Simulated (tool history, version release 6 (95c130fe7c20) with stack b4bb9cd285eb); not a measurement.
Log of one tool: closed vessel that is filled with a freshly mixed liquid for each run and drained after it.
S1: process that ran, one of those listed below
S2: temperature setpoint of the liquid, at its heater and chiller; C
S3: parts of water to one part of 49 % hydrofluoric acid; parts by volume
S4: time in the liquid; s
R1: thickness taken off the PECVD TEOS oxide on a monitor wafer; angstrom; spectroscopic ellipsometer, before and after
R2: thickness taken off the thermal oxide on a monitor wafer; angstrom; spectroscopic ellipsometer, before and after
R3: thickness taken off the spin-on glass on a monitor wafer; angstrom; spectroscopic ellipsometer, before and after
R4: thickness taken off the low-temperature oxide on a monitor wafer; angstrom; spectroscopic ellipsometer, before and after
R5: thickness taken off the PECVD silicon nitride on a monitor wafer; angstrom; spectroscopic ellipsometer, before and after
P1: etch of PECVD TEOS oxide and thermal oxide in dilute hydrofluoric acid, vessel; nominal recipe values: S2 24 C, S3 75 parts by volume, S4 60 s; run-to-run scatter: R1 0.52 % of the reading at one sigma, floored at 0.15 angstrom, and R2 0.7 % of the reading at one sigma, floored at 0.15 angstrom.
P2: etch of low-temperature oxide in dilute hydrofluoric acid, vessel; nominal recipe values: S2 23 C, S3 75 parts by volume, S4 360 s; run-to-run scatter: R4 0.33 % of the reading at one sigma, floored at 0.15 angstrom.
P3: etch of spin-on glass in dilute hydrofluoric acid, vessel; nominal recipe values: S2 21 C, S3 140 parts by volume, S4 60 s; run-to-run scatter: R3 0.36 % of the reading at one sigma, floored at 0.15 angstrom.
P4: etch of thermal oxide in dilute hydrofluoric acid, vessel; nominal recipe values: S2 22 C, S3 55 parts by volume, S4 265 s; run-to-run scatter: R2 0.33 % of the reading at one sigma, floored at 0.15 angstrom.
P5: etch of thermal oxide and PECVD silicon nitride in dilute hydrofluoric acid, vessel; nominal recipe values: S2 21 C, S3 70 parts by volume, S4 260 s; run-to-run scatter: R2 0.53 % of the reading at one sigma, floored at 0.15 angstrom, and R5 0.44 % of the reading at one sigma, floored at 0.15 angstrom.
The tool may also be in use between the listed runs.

run	hour	S1	S2	S3	S4	R1	R2	R3	R4	R5
1	10.2	P1	24	75	60	205.54	36.9			
2	21.9	P3	21	140	120			289.51		
3	30.9	P1	18	75	60	159.54	28.222			
4	38.1	P3	21	140	60			145.15		
5	47.6	P1	31.5	75	60	274.52	49.074			
6	59	P3	21	140	60			143.81		
7	66.1	P2	23	75	360				511.16	
8	79.7	P3	17	140	60			123.53		
9	93.5	P2	30	75	360				668.75	
10	101.4	P1	24	75	60	203.17	36.244			
11	109.9	P1	24	75	110	377.58	66.703			
12	121.4	P1	24	75	60	203.94	35.946			
13	135	P2	23	75	710				1007	
14	145.2	P5	21	95	260		110.45			127.21
15	157.7	P4	22	55	30		23.439			
16	168.2	P4	22	55	265		205.78			
17	180.5	P3	21	75	60			292.54		
18	187.5	P1	24	30	60	546.47	96.838			
19	203.6	P1	24	135	60	106.2	19.074			
20	212.7	P5	21	70	55		32.348			36.093
21	225.4	P5	21	70	260		151.9			171.87
22	239.5	P1	24	75	60	204.66	36.329			
23	249.6	P4	22	100	265		107.2			
24	260.7	P2	23	20	360				2056.7	
25	270.2	P4	18	55	265		175.51			
26	285.8	P2	23	75	360				510.08	
27	301.1	P1	17	75	30	76.391	13.496			
28	316.1	P5	21	70	260		152.86			170.27
29	331.5	P1	24	75	60	205.56	36.283			
30	340.6	P1	24	75	30	103.48	18.256			
31	354.5	P5	29.5	70	260		215.43			304.34
32	370.5	P1	24	75	60	204.38	36.072			
33	381.7	P1	24	75	60	212.89	38.032			
34	389.7	P1	24	75	60	217.92	38.409			
35	403.7	P1	24	75	60	223.19	39.753			
36	411.3	P1	24	75	60	224.19	40.139			
37	427.5	P1	24	75	60	225.16	39.875			
38	436.2	P1	24	75	60	226.77	39.582			
39	445.7	P1	24	75	60	224.43	39.928			

P1 no longer gives what it gave before; its output has crept away from where it was. The following 2 causes, each at its listed size, fit the log equally well:
A: hydrofluoric acid flow above the setpoint (%) = 8.88
B: liquid hotter than its thermometer reads (K) = 2.33
The process output started creeping at around hour 370.5.

Listed below are the offered check runs, one wafer per run, with question marks in place of results. For which of them would the causes give clearly different outcomes?
check 1	455.2	P2	26.5	50	360				?	
check 2	455.2	P5	28	70	60		?			?
check 3	455.2	P4	22	90	60		?			
check 4	455.2	P3	17	140	60			?		

Outcome of each check run for each possible cause:
check	result	if A	if B
check 1	R4	997.47	999.72
check 2	R2	51.245	51.099
check 2	R5	68.578	73.194
check 3	R2	30.101	30.095
check 4	R3	135.67	135.48
Distance between the nearest two causes, measured in the result of the check that separates them most: check 1 0.22 %; check 2 6.51 %; check 3 0.02 %; check 4 0.14 %
Of the check runs offered, only check 2 discriminates between the causes; the rest would read about the same regardless of which cause applies.

Check 2 was carried out, with these results: R2 50.716 angstrom; R5 68.723 angstrom. Which of the listed causes is responsible?

The cause is A: hydrofluoric acid flow above the setpoint (%).
